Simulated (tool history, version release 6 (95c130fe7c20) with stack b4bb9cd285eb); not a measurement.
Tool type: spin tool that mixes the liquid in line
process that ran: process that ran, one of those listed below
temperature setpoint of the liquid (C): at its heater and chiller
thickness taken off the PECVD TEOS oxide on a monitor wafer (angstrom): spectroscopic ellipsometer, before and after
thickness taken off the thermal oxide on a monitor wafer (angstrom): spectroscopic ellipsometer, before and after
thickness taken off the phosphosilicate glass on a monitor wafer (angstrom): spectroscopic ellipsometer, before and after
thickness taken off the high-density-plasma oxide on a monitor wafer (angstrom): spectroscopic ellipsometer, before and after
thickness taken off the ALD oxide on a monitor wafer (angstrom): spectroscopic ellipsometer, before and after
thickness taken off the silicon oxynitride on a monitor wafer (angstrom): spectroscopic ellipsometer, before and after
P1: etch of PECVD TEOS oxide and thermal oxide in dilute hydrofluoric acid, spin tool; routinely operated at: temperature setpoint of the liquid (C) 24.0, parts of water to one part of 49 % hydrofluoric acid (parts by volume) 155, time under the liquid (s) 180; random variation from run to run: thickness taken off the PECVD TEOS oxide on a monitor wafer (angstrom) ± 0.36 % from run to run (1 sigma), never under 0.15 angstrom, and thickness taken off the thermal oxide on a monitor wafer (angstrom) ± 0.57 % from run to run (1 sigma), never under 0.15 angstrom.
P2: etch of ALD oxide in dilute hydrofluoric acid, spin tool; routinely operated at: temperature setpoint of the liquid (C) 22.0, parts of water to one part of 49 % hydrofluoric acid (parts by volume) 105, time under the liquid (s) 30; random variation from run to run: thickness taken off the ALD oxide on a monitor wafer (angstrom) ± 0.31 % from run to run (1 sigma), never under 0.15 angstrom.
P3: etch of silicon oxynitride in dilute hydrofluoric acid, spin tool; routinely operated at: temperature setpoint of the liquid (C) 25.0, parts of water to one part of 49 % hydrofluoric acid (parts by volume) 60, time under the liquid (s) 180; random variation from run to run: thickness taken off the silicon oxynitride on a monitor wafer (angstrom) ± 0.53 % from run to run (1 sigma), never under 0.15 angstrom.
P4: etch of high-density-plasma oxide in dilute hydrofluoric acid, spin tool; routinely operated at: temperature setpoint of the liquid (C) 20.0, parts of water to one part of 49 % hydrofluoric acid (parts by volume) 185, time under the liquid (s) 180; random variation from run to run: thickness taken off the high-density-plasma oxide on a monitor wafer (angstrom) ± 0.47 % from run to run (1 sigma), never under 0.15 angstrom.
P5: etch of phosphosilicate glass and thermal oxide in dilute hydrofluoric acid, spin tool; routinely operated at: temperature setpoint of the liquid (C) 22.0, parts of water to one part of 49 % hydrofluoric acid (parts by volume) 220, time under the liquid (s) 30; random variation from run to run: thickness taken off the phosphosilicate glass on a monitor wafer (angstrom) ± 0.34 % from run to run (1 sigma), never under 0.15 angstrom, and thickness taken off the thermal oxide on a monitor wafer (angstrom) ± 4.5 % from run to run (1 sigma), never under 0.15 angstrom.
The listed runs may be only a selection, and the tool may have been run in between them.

run   hour  process that ran  temperature setpoint of the liquid (C)  parts of water to one part of 49 % hydrofluoric acid (parts by volume)  time under the liquid (s)  hours since the thermometer was replaced  hours since the hydrofluoric acid flow meter was replaced  thickness taken off the PECVD TEOS oxide on a monitor wafer (angstrom)  thickness taken off the thermal oxide on a monitor wafer (angstrom)  thickness taken off the phosphosilicate glass on a monitor wafer (angstrom)  thickness taken off the high-density-plasma oxide on a monitor wafer (angstrom)  thickness taken off the ALD oxide on a monitor wafer (angstrom)  thickness taken off the silicon oxynitride on a monitor wafer (angstrom)
  1   17.9                P1                                    24.0                                                                     155                        180                                    1551.9                                                      845.8                                                                 104.940                                                              51.6160
  2   27.3                P5                                    17.0                                                                     220                         30                                    1561.3                                                      855.2                                                                                                                                       3.8050                                                                       116.18
  3   42.9                P1                                    19.5                                                                     155                        330                                    1576.9                                                      870.8                                                                 161.060                                                              80.3850
  4   59.1                P4                                    20.0                                                                     255                        180                                    1593.1                                                      887.0                                                                                                                                                                                                                                                                                                     30.041
  5   71.2                P1                                    24.0                                                                     155                        180                                    1605.2                                                      899.1                                                                 105.100                                                              51.5760
  6   85.6                P2                                    22.0                                                                     105                         30                                    1619.6                                                      913.5                                                                                                                                                                                                                                                                                                                                                                      73.205
  7  103.7                P3                                    25.0                                                                      60                        345                                    1637.7                                                      931.6                                                                                                                                                                                                                                                                                                                                                                                                                                               136.660
  8  117.2                P1                                    24.0                                                                     220                        180                                    1651.2                                                      945.1                                                                  68.568                                                              33.8970
  9  126.7                P2                                    22.0                                                                     105                         15                                    1660.7                                                      954.6                                                                                                                                                                                                                                                                                                                                                                      36.976
 10  139.0                P1                                    19.5                                                                     155                         30                                    1673.0                                                      966.9                                                                  14.891                                                               7.0216
 11  148.0                P1                                    31.0                                                                     155                        180                                    1682.0                                                      975.9                                                                 136.480                                                              68.0330
 12  158.2                P5                                    22.0                                                                     220                         65                                    1692.2                                                      986.1                                                                                                                                       9.9001                                                                       304.94
 13  169.7                P4                                    20.0                                                                     185                        180                                    1703.7                                                      997.6                                                                                                                                                                                                                                                                                                     43.909
 14  178.6                P4                                    20.0                                                                     185                         70                                    1712.6                                                     1006.5                                                                                                                                                                                                                                                                                                     17.114
 15  193.3                P1                                    24.0                                                                     155                        180                                    1727.3                                                     1021.2                                                                 104.970                                                              51.8930
 16  211.1                P1                                    24.0                                                                      75                        180                                    1745.1                                                     1039.0                                                                 238.430                                                             118.3400
 17  225.3                P3                                    25.0                                                                      60                        180                                    1759.3                                                     1053.2                                                                                                                                                                                                                                                                                                                                                                                                                                                71.581
 18  235.3                P2                                    30.0                                                                     105                         30                                    1769.3                                                     1063.2                                                                                                                                                                                                                                                                                                                                                                     100.110
 19  246.7                P1                                    24.0                                                                     155                        355                                    1780.7                                                     1074.6                                                                 206.720                                                             102.6400
 20  255.2                P5                                    22.0                                                                      85                         30                                    1789.2                                                     1083.1                                                                                                                                      13.6850                                                                       422.91
 21  263.7                P1                                    24.0                                                                     155                        180                                    1797.7                                                     1091.6                                                                 105.450                                                              52.0360
 22  276.7                P1                                    24.0                                                                     155                        180                                    1810.7                                                     1104.6                                                                 104.970                                                              51.8900
 23  289.5                P4                                    27.5                                                                     185                        180                                    1823.5                                                     1117.4                                                                                                                                                                                                                                                                                                     58.187
 24  301.7                P5                                    22.0                                                                     220                         30                                    1835.7                                                     1129.6                                                                                                                                       5.0594                                                                       140.40
 25  314.3                P2                                    22.0                                                                     180                         30                                    1848.3                                                     1142.2                                                                                                                                                                                                                                                                                                                                                                      38.996
 26  331.8                P3                                    25.0                                                                      35                        180                                    1865.8                                                     1159.7                                                                                                                                                                                                                                                                                                                                                                                                                                               124.890
 27  346.5                P1                                    19.5                                                                     155                        180                                    1880.5                                                     1174.4                                                                  87.981                                                              43.2450
 28  362.1                P1                                    24.0                                                                      75                        340                                    1896.1                                                     1190.0                                                                 451.500                                                             221.0900
 29  377.2                P1                                    24.0                                                                     155                         65                                    1911.2                                                     1205.1                                                                  37.575                                                              18.9360
 30  393.2                P3                                    17.0                                                                      60                        180                                    1927.2                                                     1221.1                                                                                                                                                                                                                                                                                                                                                                                                                                                48.152
 31  402.5                P1                                    24.0                                                                     155                        180                                    1936.5                                                     1230.4                                                                 104.300                                                              52.0640
 32  416.1                P1                                    24.0                                                                     155                        180                                    1950.1                                                     1244.0                                                                 107.820                                                              53.5190
 33  432.4                P1                                    24.0                                                                     155                        180                                    1966.4                                                     1260.3                                                                 110.330                                                              54.2990
 34  444.3                P1                                    24.0                                                                     155                        180                                    1978.3                                                     1272.2                                                                 111.640                                                              55.3210
 35  455.0                P1                                    24.0                                                                     155                        180                                    1989.0                                                     1282.9                                                                 112.820                                                              56.0340
 36  467.4                P1                                    24.0                                                                     155                        180                                    2001.4                                                     1295.3                                                                 113.190                                                              56.2790
 37  482.2                P1                                    24.0                                                                     155                        180                                    2016.2                                                     1310.1                                                                 113.020                                                              56.5840
 38  492.0                P1                                    24.0                                                                     155                        180                                    2026.0                                                     1319.9                                                                 114.400                                                              56.3660
 39  510.1                P1                                    24.0                                                                     155                        180                                    2044.1                                                     1338.0                                                                 113.990                                                              56.3440
 40  518.9                P1                                    24.0                                                                     155                        180                                    2052.9                                                     1346.8                                                                 114.370                                                              56.7900
 41  531.1                P1                                    24.0                                                                     155                        180                                    2065.1                                                     1359.0                                                                 114.310                                                              56.1080

P1 has crept away from where it was. The log is fitted equally well by each of these 2 causes, at the sizes shown:
A: hydrofluoric acid flow above the setpoint (%) = 7.72
B: liquid hotter than its thermometer reads (K) = 2.32
Creep in the process output first set in at about hour 402.5.

The 4 check runs listed below each average the results of 2 wafers, and their outcomes are marked with question marks. Under which run would the listed causes produce clearly different results?
check 1  543.3                P5                                    17.0                                                                     220                         60                                                                                                                                                                                                                                                 ?                                                                            ?
check 2  543.3                P4                                    27.5                                                                     185                         95                                                                                                                                                                                                                                                                                                                                                                                                               ?
check 3  543.3                P3                                    25.0                                                                      35                        180                                                                                                                                                                                                                                                                                                                                                                                                                                                                                                                                                          ?
check 4  543.3                P2                                    22.0                                                                     165                         30                                                                                                                                                                                                                                                                                                                                                                                                                                                                                ?

Outcome of each check run for each possible cause:
  check                                                                           result     if A     if B
check 1              thickness taken off the thermal oxide on a monitor wafer (angstrom)   8.7705   8.7859
check 1      thickness taken off the phosphosilicate glass on a monitor wafer (angstrom)   253.77   254.21
check 2  thickness taken off the high-density-plasma oxide on a monitor wafer (angstrom)   33.585   33.321
check 3         thickness taken off the silicon oxynitride on a monitor wafer (angstrom)  134.900  139.890
check 4                  thickness taken off the ALD oxide on a monitor wafer (angstrom)   47.761   47.828
Gap, in per cent, between the two causes that each check separates least, read from the result that separates them most: check 1 0.17 %; check 2 0.79 %; check 3 3.63 %; check 4 0.14 %
Only check 3 tells the causes apart: in the others they would give nearly the same result.

Here is what check 3 returned: thickness taken off the silicon oxynitride on a monitor wafer (angstrom) 140.130. Which cause is it?

The cause is B: liquid hotter than its thermometer reads (K).
